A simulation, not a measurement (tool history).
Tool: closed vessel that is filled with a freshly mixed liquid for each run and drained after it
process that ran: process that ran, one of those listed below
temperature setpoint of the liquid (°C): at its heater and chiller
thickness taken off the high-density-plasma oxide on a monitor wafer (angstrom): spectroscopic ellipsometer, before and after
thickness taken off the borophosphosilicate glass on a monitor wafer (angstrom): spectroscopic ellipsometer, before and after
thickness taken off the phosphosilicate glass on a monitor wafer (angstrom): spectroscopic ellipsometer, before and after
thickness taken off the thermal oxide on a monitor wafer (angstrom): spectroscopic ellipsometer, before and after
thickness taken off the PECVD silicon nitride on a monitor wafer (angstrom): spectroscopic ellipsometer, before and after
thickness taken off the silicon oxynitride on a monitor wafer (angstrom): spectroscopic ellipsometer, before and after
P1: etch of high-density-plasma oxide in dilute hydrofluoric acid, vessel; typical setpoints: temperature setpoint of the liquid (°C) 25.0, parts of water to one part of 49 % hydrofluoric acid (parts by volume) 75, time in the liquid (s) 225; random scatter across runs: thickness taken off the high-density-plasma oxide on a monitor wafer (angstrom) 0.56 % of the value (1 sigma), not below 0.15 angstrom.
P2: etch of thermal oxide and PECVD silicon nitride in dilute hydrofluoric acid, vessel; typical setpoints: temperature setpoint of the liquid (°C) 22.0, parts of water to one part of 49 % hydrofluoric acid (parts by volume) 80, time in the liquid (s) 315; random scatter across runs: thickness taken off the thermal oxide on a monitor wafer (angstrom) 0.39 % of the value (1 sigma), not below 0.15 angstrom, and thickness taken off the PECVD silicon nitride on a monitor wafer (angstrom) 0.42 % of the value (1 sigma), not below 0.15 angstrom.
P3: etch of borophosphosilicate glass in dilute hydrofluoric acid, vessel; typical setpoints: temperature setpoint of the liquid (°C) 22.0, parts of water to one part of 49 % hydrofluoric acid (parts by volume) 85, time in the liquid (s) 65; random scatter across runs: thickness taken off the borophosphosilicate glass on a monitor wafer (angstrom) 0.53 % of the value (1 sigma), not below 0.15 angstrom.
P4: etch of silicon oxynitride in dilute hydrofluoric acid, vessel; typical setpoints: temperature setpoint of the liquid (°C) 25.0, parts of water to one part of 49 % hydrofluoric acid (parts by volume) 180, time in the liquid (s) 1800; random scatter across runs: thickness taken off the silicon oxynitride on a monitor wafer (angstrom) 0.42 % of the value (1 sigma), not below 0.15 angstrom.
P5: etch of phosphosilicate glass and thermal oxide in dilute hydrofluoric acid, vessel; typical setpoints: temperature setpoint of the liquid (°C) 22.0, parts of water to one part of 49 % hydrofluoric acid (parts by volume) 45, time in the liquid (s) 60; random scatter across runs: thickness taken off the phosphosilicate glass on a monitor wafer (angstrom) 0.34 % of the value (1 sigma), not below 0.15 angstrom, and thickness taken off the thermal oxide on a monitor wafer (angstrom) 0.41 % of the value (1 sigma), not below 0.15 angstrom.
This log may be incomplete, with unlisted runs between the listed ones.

| run | hour | process that ran | temperature setpoint of the liquid (°C) | parts of water to one part of 49 % hydrofluoric acid (parts by volume) | time in the liquid (s) | thickness taken off the high-density-plasma oxide on a monitor wafer (angstrom) | thickness taken off the borophosphosilicate glass on a monitor wafer (angstrom) | thickness taken off the phosphosilicate glass on a monitor wafer (angstrom) | thickness taken off the thermal oxide on a monitor wafer (angstrom) | thickness taken off the PECVD silicon nitride on a monitor wafer (angstrom) | thickness taken off the silicon oxynitride on a monitor wafer (angstrom) |
|---|---|---|---|---|---|---|---|---|---|---|---|
| 1 | 15.9 | P1 | 25.0 | 75 | 225 | 370.180 |  |  |  |  |  |
| 2 | 30.8 | P3 | 22.0 | 30 | 65 |  | 656.03 |  |  |  |  |
| 3 | 44.1 | P5 | 22.0 | 45 | 60 |  |  | 907.38 | 61.633 |  |  |
| 4 | 60.2 | P1 | 25.0 | 75 | 425 | 698.830 |  |  |  |  |  |
| 5 | 72.9 | P1 | 25.0 | 75 | 45 | 73.606 |  |  |  |  |  |
| 6 | 88.6 | P5 | 22.0 | 70 | 60 |  |  | 561.93 | 38.690 |  |  |
| 7 | 97.3 | P1 | 25.0 | 75 | 225 | 370.660 |  |  |  |  |  |
| 8 | 107.0 | P2 | 22.0 | 80 | 475 |  |  |  | 267.080 | 184.10 |  |
| 9 | 119.7 | P4 | 31.0 | 180 | 1800 |  |  |  |  |  | 183.4300 |
| 10 | 129.4 | P1 | 25.0 | 35 | 400 | 1491.000 |  |  |  |  |  |
| 11 | 143.2 | P3 | 22.0 | 85 | 130 |  | 431.87 |  |  |  |  |
| 12 | 153.3 | P5 | 22.0 | 45 | 60 |  |  | 904.36 | 61.449 |  |  |
| 13 | 161.6 | P3 | 22.0 | 85 | 65 |  | 215.17 |  |  |  |  |
| 14 | 176.8 | P1 | 25.0 | 75 | 225 | 369.250 |  |  |  |  |  |
| 15 | 188.9 | P1 | 25.0 | 75 | 225 | 368.220 |  |  |  |  |  |
| 16 | 202.4 | P4 | 25.0 | 180 | 1800 |  |  |  |  |  | 142.0900 |
| 17 | 212.4 | P5 | 26.0 | 45 | 60 |  |  | 1069.10 | 73.099 |  |  |
| 18 | 227.1 | P1 | 25.0 | 140 | 225 | 183.860 |  |  |  |  |  |
| 19 | 236.8 | P2 | 27.5 | 80 | 315 |  |  |  | 221.180 | 176.63 |  |
| 20 | 250.5 | P1 | 25.0 | 20 | 225 | 1487.400 |  |  |  |  |  |
| 21 | 258.4 | P3 | 22.0 | 85 | 65 |  | 215.84 |  |  |  |  |
|  | 259.0 | thermometer replaced |
| 22 | 265.4 | P5 | 22.0 | 45 | 120 |  |  | 1822.40 | 122.580 |  |  |
| 23 | 273.3 | P4 | 25.0 | 325 | 1800 |  |  |  |  |  | 70.3330 |
| 24 | 280.4 | P4 | 25.0 | 180 | 1800 |  |  |  |  |  | 140.1400 |
| 25 | 294.3 | P1 | 33.0 | 75 | 225 | 504.630 |  |  |  |  |  |
| 26 | 304.4 | P4 | 25.0 | 180 | 90 |  |  |  |  |  | 7.0584 |
| 27 | 316.7 | P2 | 22.0 | 80 | 315 |  |  |  | 177.500 | 121.88 |  |
| 28 | 324.7 | P2 | 22.0 | 20 | 315 |  |  |  | 761.720 | 467.76 |  |
| 29 | 340.3 | P3 | 28.0 | 85 | 65 |  | 275.45 |  |  |  |  |
| 30 | 348.9 | P1 | 19.0 | 75 | 225 | 288.190 |  |  |  |  |  |
| 31 | 362.7 | P1 | 25.0 | 75 | 225 | 367.800 |  |  |  |  |  |
| 32 | 376.8 | P1 | 25.0 | 75 | 225 | 383.250 |  |  |  |  |  |
| 33 | 392.3 | P1 | 25.0 | 75 | 225 | 387.350 |  |  |  |  |  |
| 34 | 399.5 | P1 | 25.0 | 75 | 225 | 389.820 |  |  |  |  |  |
| 35 | 412.2 | P1 | 25.0 | 75 | 225 | 397.400 |  |  |  |  |  |
| 36 | 423.5 | P1 | 25.0 | 75 | 225 | 398.460 |  |  |  |  |  |
| 37 | 430.7 | P1 | 25.0 | 75 | 225 | 399.140 |  |  |  |  |  |
| 38 | 445.5 | P1 | 25.0 | 75 | 225 | 397.070 |  |  |  |  |  |

What will run 39 give?
| 39 | 460.6 | P1 | 25.0 | 75 | 225 | ? |  |  |  |  |  |

{"run 39": {"thickness taken off the high-density-plasma oxide on a monitor wafer (angstrom)": 401.86}}

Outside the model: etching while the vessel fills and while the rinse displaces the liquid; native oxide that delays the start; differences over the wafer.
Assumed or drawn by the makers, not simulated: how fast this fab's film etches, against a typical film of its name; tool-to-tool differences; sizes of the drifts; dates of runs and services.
